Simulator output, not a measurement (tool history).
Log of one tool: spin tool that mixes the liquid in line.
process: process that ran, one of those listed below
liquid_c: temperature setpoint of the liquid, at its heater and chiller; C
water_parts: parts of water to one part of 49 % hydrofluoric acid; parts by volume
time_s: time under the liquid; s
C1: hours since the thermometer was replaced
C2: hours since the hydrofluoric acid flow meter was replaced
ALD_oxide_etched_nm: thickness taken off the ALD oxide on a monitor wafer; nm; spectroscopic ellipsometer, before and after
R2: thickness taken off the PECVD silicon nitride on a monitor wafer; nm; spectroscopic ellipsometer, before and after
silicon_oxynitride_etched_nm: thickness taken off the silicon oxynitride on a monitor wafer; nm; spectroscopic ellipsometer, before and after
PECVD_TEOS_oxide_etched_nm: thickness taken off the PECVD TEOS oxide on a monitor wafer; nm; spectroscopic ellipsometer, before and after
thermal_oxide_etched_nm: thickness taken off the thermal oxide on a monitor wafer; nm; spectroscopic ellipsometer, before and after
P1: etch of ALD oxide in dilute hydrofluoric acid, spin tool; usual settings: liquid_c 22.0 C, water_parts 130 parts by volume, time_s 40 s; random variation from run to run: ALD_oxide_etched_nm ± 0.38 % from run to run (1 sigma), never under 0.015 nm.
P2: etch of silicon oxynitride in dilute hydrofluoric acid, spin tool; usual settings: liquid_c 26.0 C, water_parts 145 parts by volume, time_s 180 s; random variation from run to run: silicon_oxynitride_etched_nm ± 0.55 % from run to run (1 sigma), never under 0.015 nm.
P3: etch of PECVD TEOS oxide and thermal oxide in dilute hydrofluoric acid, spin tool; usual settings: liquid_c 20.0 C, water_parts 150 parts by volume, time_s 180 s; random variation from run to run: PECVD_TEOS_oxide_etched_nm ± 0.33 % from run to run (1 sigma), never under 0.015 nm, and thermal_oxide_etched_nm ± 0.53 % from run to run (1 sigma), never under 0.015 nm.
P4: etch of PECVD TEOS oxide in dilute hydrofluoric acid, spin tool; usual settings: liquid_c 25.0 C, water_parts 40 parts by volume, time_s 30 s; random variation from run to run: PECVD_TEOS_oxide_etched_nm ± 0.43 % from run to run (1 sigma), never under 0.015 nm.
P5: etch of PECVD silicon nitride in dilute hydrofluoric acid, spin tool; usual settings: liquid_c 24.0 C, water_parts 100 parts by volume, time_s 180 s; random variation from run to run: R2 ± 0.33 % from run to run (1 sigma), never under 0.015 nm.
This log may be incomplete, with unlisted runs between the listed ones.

run 1 hour=8.5 | process=P1 liquid_c=22.0 water_parts=130 time_s=40 | C1=1337.0 C2=1398.3 | ALD_oxide_etched_nm=5.7145
run 2 hour=15.9 | process=P1 liquid_c=22.0 water_parts=130 time_s=40 | C1=1344.4 C2=1405.7 | ALD_oxide_etched_nm=5.6810
run 3 hour=22.7 | process=P5 liquid_c=24.0 water_parts=100 time_s=180 | C1=1351.2 C2=1412.5 | R2=10.1110
run 4 hour=27.5 | process=P2 liquid_c=26.0 water_parts=145 time_s=180 | C1=1356.0 C2=1417.3 | silicon_oxynitride_etched_nm=6.3174
run 5 hour=33.7 | process=P2 liquid_c=26.0 water_parts=235 time_s=180 | C1=1362.2 C2=1423.5 | silicon_oxynitride_etched_nm=3.6425
run 6 hour=42.1 | process=P5 liquid_c=24.0 water_parts=100 time_s=180 | C1=1370.6 C2=1431.9 | R2=10.1930
run 7 hour=46.8 | process=P3 liquid_c=17.0 water_parts=150 time_s=180 | C1=1375.3 C2=1436.6 | PECVD_TEOS_oxide_etched_nm=13.838 thermal_oxide_etched_nm=3.7935
run 8 hour=55.7 | process=P4 liquid_c=25.0 water_parts=40 time_s=60 | C1=1384.2 C2=1445.5 | PECVD_TEOS_oxide_etched_nm=20.489
run 9 hour=64.7 | process=P1 liquid_c=22.0 water_parts=130 time_s=15 | C1=1393.2 C2=1454.5 | ALD_oxide_etched_nm=2.1452
run 10 hour=69.6 | process=P4 liquid_c=25.0 water_parts=40 time_s=30 | C1=1398.1 C2=1459.4 | PECVD_TEOS_oxide_etched_nm=10.233
run 11 hour=76.0 | process=P5 liquid_c=24.0 water_parts=50 time_s=180 | C1=1404.5 C2=1465.8 | R2=20.0380
run 12 hour=84.4 | process=P1 liquid_c=22.0 water_parts=55 time_s=40 | C1=1412.9 C2=1474.2 | ALD_oxide_etched_nm=14.8060
run 13 hour=90.6 | process=P3 liquid_c=20.0 water_parts=150 time_s=280 | C1=1419.1 C2=1480.4 | PECVD_TEOS_oxide_etched_nm=24.256 thermal_oxide_etched_nm=6.6158
run 14 hour=98.5 | process=P1 liquid_c=26.5 water_parts=130 time_s=40 | C1=1427.0 C2=1488.3 | ALD_oxide_etched_nm=6.8047
run 15 hour=105.6 | process=P4 liquid_c=25.0 water_parts=40 time_s=30 | C1=1434.1 C2=1495.4 | PECVD_TEOS_oxide_etched_nm=10.188
run 16 hour=109.6 | process=P1 liquid_c=29.0 water_parts=45 time_s=40 | C1=1438.1 C2=1499.4 | ALD_oxide_etched_nm=24.3020
run 17 hour=117.8 | process=P1 liquid_c=22.0 water_parts=130 time_s=40 | C1=1446.3 C2=1507.6 | ALD_oxide_etched_nm=5.7193
run 18 hour=122.8 | process=P4 liquid_c=25.0 water_parts=20 time_s=30 | C1=1451.3 C2=1512.6 | PECVD_TEOS_oxide_etched_nm=21.034
-- hour=127.3 thermometer replaced
run 19 hour=127.6 | process=P2 liquid_c=26.0 water_parts=145 time_s=30 | C1=0.4 C2=1517.4 | silicon_oxynitride_etched_nm=1.0339
run 20 hour=134.2 | process=P1 liquid_c=22.0 water_parts=180 time_s=40 | C1=7.0 C2=1524.0 | ALD_oxide_etched_nm=3.8865
run 21 hour=142.2 | process=P2 liquid_c=26.0 water_parts=145 time_s=180 | C1=15.0 C2=1532.0 | silicon_oxynitride_etched_nm=6.3255
run 22 hour=151.3 | process=P1 liquid_c=17.0 water_parts=130 time_s=60 | C1=24.1 C2=1541.1 | ALD_oxide_etched_nm=7.0412
run 23 hour=158.6 | process=P1 liquid_c=22.0 water_parts=130 time_s=40 | C1=31.4 C2=1548.4 | ALD_oxide_etched_nm=5.7324
run 24 hour=165.4 | process=P3 liquid_c=20.0 water_parts=150 time_s=180 | C1=38.2 C2=1555.2 | PECVD_TEOS_oxide_etched_nm=15.472 thermal_oxide_etched_nm=4.2898
run 25 hour=171.7 | process=P3 liquid_c=20.0 water_parts=150 time_s=180 | C1=44.5 C2=1561.5 | PECVD_TEOS_oxide_etched_nm=15.669 thermal_oxide_etched_nm=4.3265
run 26 hour=175.9 | process=P4 liquid_c=31.5 water_parts=40 time_s=30 | C1=48.7 C2=1565.7 | PECVD_TEOS_oxide_etched_nm=13.379
run 27 hour=180.7 | process=P2 liquid_c=32.0 water_parts=145 time_s=180 | C1=53.5 C2=1570.5 | silicon_oxynitride_etched_nm=8.1605
run 28 hour=185.9 | process=P1 liquid_c=17.0 water_parts=130 time_s=40 | C1=58.7 C2=1575.7 | ALD_oxide_etched_nm=4.6940
run 29 hour=190.3 | process=P5 liquid_c=24.0 water_parts=100 time_s=45 | C1=63.1 C2=1580.1 | R2=2.5016
run 30 hour=197.8 | process=P1 liquid_c=22.0 water_parts=130 time_s=75 | C1=70.6 C2=1587.6 | ALD_oxide_etched_nm=10.7910
run 31 hour=204.1 | process=P5 liquid_c=17.0 water_parts=100 time_s=180 | C1=76.9 C2=1593.9 | R2=6.2468
run 32 hour=211.4 | process=P3 liquid_c=20.0 water_parts=60 time_s=180 | C1=84.2 C2=1601.2 | PECVD_TEOS_oxide_etched_nm=43.034 thermal_oxide_etched_nm=11.7550
run 33 hour=216.1 | process=P1 liquid_c=29.0 water_parts=30 time_s=40 | C1=88.9 C2=1605.9 | ALD_oxide_etched_nm=37.2250
run 34 hour=220.8 | process=P1 liquid_c=22.0 water_parts=130 time_s=40 | C1=93.6 C2=1610.6 | ALD_oxide_etched_nm=5.6905
run 35 hour=225.4 | process=P1 liquid_c=22.0 water_parts=130 time_s=40 | C1=98.2 C2=1615.2 | ALD_oxide_etched_nm=5.7353
run 36 hour=231.1 | process=P1 liquid_c=22.0 water_parts=130 time_s=40 | C1=103.9 C2=1620.9 | ALD_oxide_etched_nm=5.8589
run 37 hour=240.1 | process=P1 liquid_c=22.0 water_parts=130 time_s=40 | C1=112.9 C2=1629.9 | ALD_oxide_etched_nm=6.0409
run 38 hour=246.2 | process=P1 liquid_c=22.0 water_parts=130 time_s=40 | C1=119.0 C2=1636.0 | ALD_oxide_etched_nm=6.0997
run 39 hour=250.6 | process=P1 liquid_c=22.0 water_parts=130 time_s=40 | C1=123.4 C2=1640.4 | ALD_oxide_etched_nm=6.1437
run 40 hour=255.1 | process=P1 liquid_c=22.0 water_parts=130 time_s=40 | C1=127.9 C2=1644.9 | ALD_oxide_etched_nm=6.1388
run 41 hour=264.1 | process=P1 liquid_c=22.0 water_parts=130 time_s=40 | C1=136.9 C2=1653.9 | ALD_oxide_etched_nm=6.1978
run 42 hour=270.4 | process=P1 liquid_c=22.0 water_parts=130 time_s=40 | C1=143.2 C2=1660.2 | ALD_oxide_etched_nm=6.2022
run 43 hour=274.7 | process=P1 liquid_c=22.0 water_parts=130 time_s=40 | C1=147.5 C2=1664.5 | ALD_oxide_etched_nm=6.1780
run 44 hour=279.1 | process=P1 liquid_c=22.0 water_parts=130 time_s=40 | C1=151.9 C2=1668.9 | ALD_oxide_etched_nm=6.2263
run 45 hour=283.3 | process=P1 liquid_c=22.0 water_parts=130 time_s=40 | C1=156.1 C2=1673.1 | ALD_oxide_etched_nm=6.2058
run 46 hour=288.1 | process=P1 liquid_c=22.0 water_parts=130 time_s=40 | C1=160.9 C2=1677.9 | ALD_oxide_etched_nm=6.1963

P1 no longer gives what it gave before; its output has crept away from where it was. The following 2 causes, each at its listed size, fit the log equally well:
A: liquid hotter than its thermometer reads (K) = 2.12
B: hydrofluoric acid flow above the setpoint (%) = 7.53
The process output started creeping at around hour 225.4.

Of the 4 check runs listed below, each run on one wafer and each result written as a question mark, which would let you distinguish the listed causes because they would give clearly different results?
run check 1 hour=292.9 | process=P4 liquid_c=25.0 water_parts=40 time_s=30 | PECVD_TEOS_oxide_etched_nm=?
run check 2 hour=292.9 | process=P3 liquid_c=20.0 water_parts=150 time_s=180 | PECVD_TEOS_oxide_etched_nm=? thermal_oxide_etched_nm=?
run check 3 hour=292.9 | process=P2 liquid_c=26.0 water_parts=145 time_s=180 | silicon_oxynitride_etched_nm=?
run check 4 hour=292.9 | process=P5 liquid_c=24.0 water_parts=100 time_s=180 | R2=?

Outcome of each check run for each possible cause:
check=check_1 result=PECVD_TEOS_oxide_etched_nm if_A=11.151 if_B=11.038
check=check_2 result=PECVD_TEOS_oxide_etched_nm if_A=16.959 if_B=16.961
check=check_2 result=thermal_oxide_etched_nm if_A=4.6401 if_B=4.6405
check=check_3 result=silicon_oxynitride_etched_nm if_A=6.9763 if_B=6.8830
check=check_4 result=R2 if_A=11.6070 if_B=10.8560
Per-check spread between the two closest causes, in the result where they differ most: check 1 1.02 %; check 2 0.01 %; check 3 1.35 %; check 4 6.69 %
The causes can be told apart only by check 4. The other checks would give nearly the same results under each of them.

Then check 4 was run and gave: R2 10.8830 nm. Which cause is it?

The correct cause is B, namely: hydrofluoric acid flow above the setpoint (%).
